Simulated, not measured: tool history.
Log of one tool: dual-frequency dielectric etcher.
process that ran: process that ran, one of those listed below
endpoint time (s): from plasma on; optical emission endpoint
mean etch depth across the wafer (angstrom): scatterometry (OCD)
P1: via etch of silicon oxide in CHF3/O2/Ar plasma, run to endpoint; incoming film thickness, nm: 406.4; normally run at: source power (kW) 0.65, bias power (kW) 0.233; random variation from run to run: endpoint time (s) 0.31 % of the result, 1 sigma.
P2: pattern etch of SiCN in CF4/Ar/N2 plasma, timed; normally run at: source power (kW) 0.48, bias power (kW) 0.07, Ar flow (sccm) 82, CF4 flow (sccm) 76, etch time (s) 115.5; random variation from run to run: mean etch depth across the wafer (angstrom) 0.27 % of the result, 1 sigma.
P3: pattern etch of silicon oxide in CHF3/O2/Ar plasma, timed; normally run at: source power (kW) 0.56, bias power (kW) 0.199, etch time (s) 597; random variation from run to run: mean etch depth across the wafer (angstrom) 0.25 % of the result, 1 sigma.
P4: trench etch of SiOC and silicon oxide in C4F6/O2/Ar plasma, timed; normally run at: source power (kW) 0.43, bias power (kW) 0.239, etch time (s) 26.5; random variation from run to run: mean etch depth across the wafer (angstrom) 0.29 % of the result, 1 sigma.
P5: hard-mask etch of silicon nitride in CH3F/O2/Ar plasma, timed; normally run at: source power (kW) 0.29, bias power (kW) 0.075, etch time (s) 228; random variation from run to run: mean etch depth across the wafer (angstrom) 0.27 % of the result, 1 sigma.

run,day,process that ran,source power (kW),bias power (kW),etch time (s),Ar flow (sccm),CF4 flow (sccm),hours since the last wet clean,hours since the last source power generator calibration,hours since the last bias power generator calibration,endpoint time (s),mean etch depth across the wafer (angstrom)
1,0.262,P1,0.65,0.233,,,,375.8,517.4,685.8,179.49,
2,0.429,P4,0.43,0.239,26.5,,,379.8,521.4,689.8,,590.37
3,0.629,P2,0.48,0.07,154,82,76,384.6,526.2,694.6,,1455
4,0.767,P4,0.43,0.239,26.5,,,387.9,529.5,697.9,,588.97
5,1.042,P4,0.43,0.239,36,,,394.5,536.1,704.5,,796.21
6,1.312,P1,0.85,0.182,,,,401,542.6,711,175.95,
7,1.475,P1,0.65,0.233,,,,404.9,546.5,714.9,179.09,
8,1.642,P1,0.8,0.233,,,,408.9,550.5,718.9,165.96,
9,1.783,P1,0.65,0.233,,,,412.3,553.9,722.3,180.19,
10,1.971,P5,0.29,0.075,228,,,416.8,558.4,726.8,,1435.4
11,2.175,P2,0.48,0.07,115.5,82,76,421.7,563.3,731.7,,1096.7
12,2.442,P2,0.48,0.07,115.5,110,76,428.1,569.7,738.1,,1049.8
13,2.704,P2,0.62,0.07,115.5,82,76,434.4,576,744.4,,1374.1
14,2.933,P3,0.56,0.239,597,,,439.9,581.5,749.9,,12268
15,3.062,P4,0.58,0.239,26.5,,,443,584.6,753,,661.07
16,3.35,P1,0.65,0.177,,,,449.9,591.5,759.9,197.68,
17,3.546,P4,0.43,0.185,26.5,,,454.6,596.2,764.6,,544.72
18,3.762,P2,0.48,0.07,115.5,82,53,459.8,601.4,769.8,,1033.3
19,4.046,P3,0.56,0.199,597,,,466.6,608.2,776.6,,11449
# day 4.229: source power generator calibrated
20,4.321,P1,0.65,0.233,,,,473.2,2.3,783.2,178.83,
# day 4.438: bias power generator calibrated
21,4.583,P1,0.65,0.233,,,,479.5,8.6,3.5,179.51,
22,4.838,P1,0.65,0.233,,,,485.6,14.7,9.6,179.52,
23,5,P5,0.29,0.075,279.5,,,489.5,18.6,13.5,,1748.1
24,5.133,P3,0.56,0.199,597,,,492.7,21.8,16.7,,11460
25,5.292,P3,0.39,0.199,597,,,496.5,25.6,20.5,,9979.7
26,5.504,P1,0.8,0.169,,,,501.6,30.7,25.6,184.39,
27,5.642,P2,0.48,0.046,115.5,82,76,504.9,34,28.9,,960.68
28,5.896,P5,0.38,0.075,228,,,511,40.1,35,,1584.9
29,6.158,P5,0.29,0.044,228,,,517.3,46.4,41.3,,1191.4
30,6.388,P3,0.56,0.199,768,,,522.8,51.9,46.8,,14765
31,6.533,P1,0.39,0.233,,,,526.3,55.4,50.3,217.66,
32,6.762,P1,0.49,0.305,,,,531.8,60.9,55.8,181.22,
33,6.979,P5,0.29,0.075,228,,,537,66.1,61,,1435.7
34,7.138,P1,0.65,0.283,,,,540.8,69.9,64.8,167.11,
35,7.346,P1,0.65,0.233,,,,545.8,74.9,69.8,179.28,
36,7.638,P1,0.65,0.233,,,,552.8,81.9,76.8,180.81,
37,7.767,P1,0.65,0.233,,,,555.9,85,79.9,181.18,
38,7.912,P1,0.65,0.233,,,,559.4,88.5,83.4,181.38,
39,8.188,P1,0.65,0.233,,,,566,95.1,90,181.52,
40,8.333,P1,0.65,0.233,,,,569.5,98.6,93.5,181.45,
# day 8.35: wet clean of the chamber
41,8.604,P1,0.65,0.233,,,,6.2,105.1,100,181.49,
42,8.871,P1,0.65,0.233,,,,12.6,111.5,106.4,181.8,
43,9.104,P1,0.65,0.233,,,,18.2,117.1,112,182.15,
44,9.296,P1,0.65,0.233,,,,22.8,121.7,116.6,181.63,

What P1 gives has crept away from where it was. These 2 causes fit the log equally well, each at the size given:
A: source power that arrives under what is set, % = 4
B: bias power that arrives under what is set, % = 4.3
The creep began at about day 7.346.
Why every other cause is out:
chamber walls in a state that lowers the etch rate, %: serviced at day 8.35, which brought nothing back

4 check runs are offered, one wafer each, their results left as question marks. Which one tells the causes apart?
check 1,9.488,P3,0.56,0.199,597,,,,,,,?
check 2,9.488,P2,0.48,0.07,115.5,82,76,,,,,?
check 3,9.488,P5,0.29,0.075,228,,,,,,,?
check 4,9.488,P4,0.43,0.239,26.5,,,,,,,?

What each check would give under each cause:
check,result,if A,if B
check 1,mean etch depth across the wafer (angstrom),11299,11303
check 2,mean etch depth across the wafer (angstrom),1055.5,1078.7
check 3,mean etch depth across the wafer (angstrom),1408.8,1408.5
check 4,mean etch depth across the wafer (angstrom),581.34,581.94
How far apart the two closest causes lie, in the result that separates them most: check 1 0.04 %; check 2 2.17 %; check 3 0.02 %; check 4 0.1 %
Only check 2 tells the causes apart: in the others they would give nearly the same result.

Check 2 was then run and gave: mean etch depth across the wafer (angstrom) 1077.7. Which cause is it?

It is B: bias power that arrives under what is set, %.
